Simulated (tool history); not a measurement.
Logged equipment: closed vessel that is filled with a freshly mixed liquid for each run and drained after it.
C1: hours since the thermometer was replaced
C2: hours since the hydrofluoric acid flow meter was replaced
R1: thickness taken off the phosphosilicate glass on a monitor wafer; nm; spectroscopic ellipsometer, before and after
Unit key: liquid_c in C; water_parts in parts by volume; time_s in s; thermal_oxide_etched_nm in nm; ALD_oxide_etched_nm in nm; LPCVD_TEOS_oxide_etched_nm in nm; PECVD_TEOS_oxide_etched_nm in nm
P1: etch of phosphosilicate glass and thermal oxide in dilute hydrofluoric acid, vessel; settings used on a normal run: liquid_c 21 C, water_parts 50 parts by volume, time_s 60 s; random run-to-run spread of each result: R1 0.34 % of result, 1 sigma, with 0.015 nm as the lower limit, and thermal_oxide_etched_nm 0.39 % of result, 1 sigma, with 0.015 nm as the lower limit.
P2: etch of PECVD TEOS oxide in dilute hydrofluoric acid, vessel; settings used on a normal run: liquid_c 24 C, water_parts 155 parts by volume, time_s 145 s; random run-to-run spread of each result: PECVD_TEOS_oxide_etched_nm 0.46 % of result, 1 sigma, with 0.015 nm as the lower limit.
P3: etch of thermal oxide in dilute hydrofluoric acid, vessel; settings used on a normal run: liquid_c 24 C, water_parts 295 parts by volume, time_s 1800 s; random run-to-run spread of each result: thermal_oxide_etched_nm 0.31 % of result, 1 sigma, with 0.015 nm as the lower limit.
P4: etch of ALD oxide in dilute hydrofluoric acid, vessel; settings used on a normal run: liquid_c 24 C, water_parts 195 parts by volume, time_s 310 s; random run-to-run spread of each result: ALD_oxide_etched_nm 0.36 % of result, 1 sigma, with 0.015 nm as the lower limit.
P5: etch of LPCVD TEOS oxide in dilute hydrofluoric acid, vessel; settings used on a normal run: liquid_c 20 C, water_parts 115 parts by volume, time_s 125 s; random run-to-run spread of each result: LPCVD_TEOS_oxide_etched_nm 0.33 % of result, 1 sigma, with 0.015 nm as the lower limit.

{"run": 1, "hour": 10.3, "process": "P1", "liquid_c": 21, "water_parts": 50, "time_s": 60, "C1": 699.9, "C2": 501.2, "R1": 109.88, "thermal_oxide_etched_nm": 5.4846}
{"run": 2, "hour": 17.1, "process": "P1", "liquid_c": 21, "water_parts": 80, "time_s": 60, "C1": 706.7, "C2": 508, "R1": 66.874, "thermal_oxide_etched_nm": 3.3282}
{"run": 3, "hour": 26.2, "process": "P1", "liquid_c": 21, "water_parts": 50, "time_s": 60, "C1": 715.8, "C2": 517.1, "R1": 110.12, "thermal_oxide_etched_nm": 5.4898}
{"hour": 38.9, "done": "hydrofluoric acid flow meter replaced"}
{"run": 4, "hour": 39.2, "process": "P1", "liquid_c": 28, "water_parts": 50, "time_s": 60, "C1": 728.8, "C2": 0.4, "R1": 146.83, "thermal_oxide_etched_nm": 7.2973}
{"run": 5, "hour": 53.2, "process": "P3", "liquid_c": 24, "water_parts": 295, "time_s": 3230, "C1": 742.8, "C2": 14.4, "thermal_oxide_etched_nm": 41.476}
{"run": 6, "hour": 61.8, "process": "P1", "liquid_c": 21, "water_parts": 20, "time_s": 60, "C1": 751.4, "C2": 23, "R1": 286.1, "thermal_oxide_etched_nm": 14.23}
{"run": 7, "hour": 69.7, "process": "P1", "liquid_c": 21, "water_parts": 50, "time_s": 100, "C1": 759.3, "C2": 30.9, "R1": 184.48, "thermal_oxide_etched_nm": 9.0866}
{"run": 8, "hour": 82.9, "process": "P3", "liquid_c": 28.5, "water_parts": 295, "time_s": 1800, "C1": 772.5, "C2": 44.1, "thermal_oxide_etched_nm": 26.938}
{"run": 9, "hour": 91.0, "process": "P4", "liquid_c": 24, "water_parts": 195, "time_s": 310, "C1": 780.6, "C2": 52.2, "ALD_oxide_etched_nm": 16.238}
{"run": 10, "hour": 103.4, "process": "P4", "liquid_c": 24, "water_parts": 195, "time_s": 310, "C1": 793, "C2": 64.6, "ALD_oxide_etched_nm": 16.357}
{"run": 11, "hour": 118.2, "process": "P1", "liquid_c": 21, "water_parts": 50, "time_s": 60, "C1": 807.8, "C2": 79.4, "R1": 110.86, "thermal_oxide_etched_nm": 5.4397}
{"run": 12, "hour": 130.8, "process": "P1", "liquid_c": 17, "water_parts": 50, "time_s": 60, "C1": 820.4, "C2": 92, "R1": 92.993, "thermal_oxide_etched_nm": 4.6023}
{"run": 13, "hour": 143.0, "process": "P1", "liquid_c": 24.5, "water_parts": 50, "time_s": 30, "C1": 832.6, "C2": 104.2, "R1": 63.647, "thermal_oxide_etched_nm": 3.1889}
{"run": 14, "hour": 154.4, "process": "P3", "liquid_c": 24, "water_parts": 510, "time_s": 1800, "C1": 844, "C2": 115.6, "thermal_oxide_etched_nm": 10.953}
{"run": 15, "hour": 166.6, "process": "P5", "liquid_c": 17, "water_parts": 115, "time_s": 125, "C1": 856.2, "C2": 127.8, "LPCVD_TEOS_oxide_etched_nm": 16.246}
{"run": 16, "hour": 174.3, "process": "P5", "liquid_c": 20, "water_parts": 20, "time_s": 125, "C1": 863.9, "C2": 135.5, "LPCVD_TEOS_oxide_etched_nm": 119.34}
{"run": 17, "hour": 183.2, "process": "P4", "liquid_c": 24, "water_parts": 50, "time_s": 310, "C1": 872.8, "C2": 144.4, "ALD_oxide_etched_nm": 75.473}
{"run": 18, "hour": 192.9, "process": "P2", "liquid_c": 24, "water_parts": 40, "time_s": 145, "C1": 882.5, "C2": 154.1, "PECVD_TEOS_oxide_etched_nm": 73.218}
{"run": 19, "hour": 200.8, "process": "P4", "liquid_c": 31, "water_parts": 195, "time_s": 310, "C1": 890.4, "C2": 162, "ALD_oxide_etched_nm": 20.989}
{"run": 20, "hour": 214.6, "process": "P2", "liquid_c": 24, "water_parts": 155, "time_s": 245, "C1": 904.2, "C2": 175.8, "PECVD_TEOS_oxide_etched_nm": 27.709}
{"run": 21, "hour": 223.9, "process": "P4", "liquid_c": 24, "water_parts": 195, "time_s": 170, "C1": 913.5, "C2": 185.1, "ALD_oxide_etched_nm": 8.8922}
{"run": 22, "hour": 237.3, "process": "P2", "liquid_c": 24, "water_parts": 155, "time_s": 145, "C1": 926.9, "C2": 198.5, "PECVD_TEOS_oxide_etched_nm": 16.265}
{"run": 23, "hour": 250.0, "process": "P2", "liquid_c": 29.5, "water_parts": 155, "time_s": 145, "C1": 939.6, "C2": 211.2, "PECVD_TEOS_oxide_etched_nm": 19.997}
{"run": 24, "hour": 261.6, "process": "P1", "liquid_c": 21, "water_parts": 50, "time_s": 30, "C1": 951.2, "C2": 222.8, "R1": 54.659, "thermal_oxide_etched_nm": 2.745}
{"run": 25, "hour": 270.9, "process": "P5", "liquid_c": 20, "water_parts": 115, "time_s": 30, "C1": 960.5, "C2": 232.1, "LPCVD_TEOS_oxide_etched_nm": 4.4137}
{"run": 26, "hour": 280.1, "process": "P5", "liquid_c": 20, "water_parts": 115, "time_s": 125, "C1": 969.7, "C2": 241.3, "LPCVD_TEOS_oxide_etched_nm": 18.481}
{"run": 27, "hour": 293.1, "process": "P1", "liquid_c": 21, "water_parts": 50, "time_s": 60, "C1": 982.7, "C2": 254.3, "R1": 110.48, "thermal_oxide_etched_nm": 5.4453}
{"run": 28, "hour": 306.9, "process": "P3", "liquid_c": 24, "water_parts": 295, "time_s": 1800, "C1": 996.5, "C2": 268.1, "thermal_oxide_etched_nm": 23.22}
{"run": 29, "hour": 313.4, "process": "P1", "liquid_c": 21, "water_parts": 50, "time_s": 60, "C1": 1003, "C2": 274.6, "R1": 110.36, "thermal_oxide_etched_nm": 5.4666}
{"run": 30, "hour": 323.7, "process": "P1", "liquid_c": 21, "water_parts": 50, "time_s": 60, "C1": 1013.3, "C2": 284.9, "R1": 113.29, "thermal_oxide_etched_nm": 5.6561}
{"run": 31, "hour": 336.3, "process": "P1", "liquid_c": 21, "water_parts": 50, "time_s": 60, "C1": 1025.9, "C2": 297.5, "R1": 115.27, "thermal_oxide_etched_nm": 5.7115}
{"run": 32, "hour": 351.1, "process": "P1", "liquid_c": 21, "water_parts": 50, "time_s": 60, "C1": 1040.7, "C2": 312.3, "R1": 116.67, "thermal_oxide_etched_nm": 5.8053}
{"run": 33, "hour": 365.5, "process": "P1", "liquid_c": 21, "water_parts": 50, "time_s": 60, "C1": 1055.1, "C2": 326.7, "R1": 117.46, "thermal_oxide_etched_nm": 5.8275}
{"run": 34, "hour": 378.2, "process": "P1", "liquid_c": 21, "water_parts": 50, "time_s": 60, "C1": 1067.8, "C2": 339.4, "R1": 116.68, "thermal_oxide_etched_nm": 5.8343}
{"run": 35, "hour": 391.4, "process": "P1", "liquid_c": 21, "water_parts": 50, "time_s": 60, "C1": 1081, "C2": 352.6, "R1": 118.05, "thermal_oxide_etched_nm": 5.8235}

Something has made what P1 gives creep away from where it was; the 2 causes below, each at its own stated size, fit the log equally well:
A: liquid hotter than its thermometer reads (K) = 1.56
B: hydrofluoric acid flow above the setpoint (%) = 6.33
The gradual shift began around hour 313.4.

Question marks stand in for the results of the 4 check runs listed below, each run on one wafer. Under which run would the listed causes show clearly different results?
{"run": "check 1", "hour": 404.6, "process": "P2", "liquid_c": 24, "water_parts": 50, "time_s": 145, "PECVD_TEOS_oxide_etched_nm": "?"}
{"run": "check 2", "hour": 404.6, "process": "P3", "liquid_c": 24, "water_parts": 460, "time_s": 2820, "thermal_oxide_etched_nm": "?"}
{"run": "check 3", "hour": 404.6, "process": "P4", "liquid_c": 24, "water_parts": 110, "time_s": 310, "ALD_oxide_etched_nm": "?"}
{"run": "check 4", "hour": 404.6, "process": "P5", "liquid_c": 20, "water_parts": 30, "time_s": 60, "LPCVD_TEOS_oxide_etched_nm": "?"}

What every check run would give for each of its results, assuming each possible cause in turn:
check=check_1 result=PECVD_TEOS_oxide_etched_nm if_A=61.6 if_B=61.698
check=check_2 result=thermal_oxide_etched_nm if_A=20.996 if_B=21.763
check=check_3 result=ALD_oxide_etched_nm if_A=33.93 if_B=34.218
check=check_4 result=LPCVD_TEOS_oxide_etched_nm if_A=40.298 if_B=40.17
Smallest distance between any two causes, each pair judged by its most separating result, in per cent: check 1 0.16 %; check 2 3.59 %; check 3 0.84 %; check 4 0.32 %
Only in check 2 would the causes give clearly different results; in the remaining checks their results would be nearly the same.

The results of check 2 are: thermal_oxide_etched_nm 21.07 nm. Based on these, which of the listed causes is it?

A is the cause: liquid hotter than its thermometer reads (K).

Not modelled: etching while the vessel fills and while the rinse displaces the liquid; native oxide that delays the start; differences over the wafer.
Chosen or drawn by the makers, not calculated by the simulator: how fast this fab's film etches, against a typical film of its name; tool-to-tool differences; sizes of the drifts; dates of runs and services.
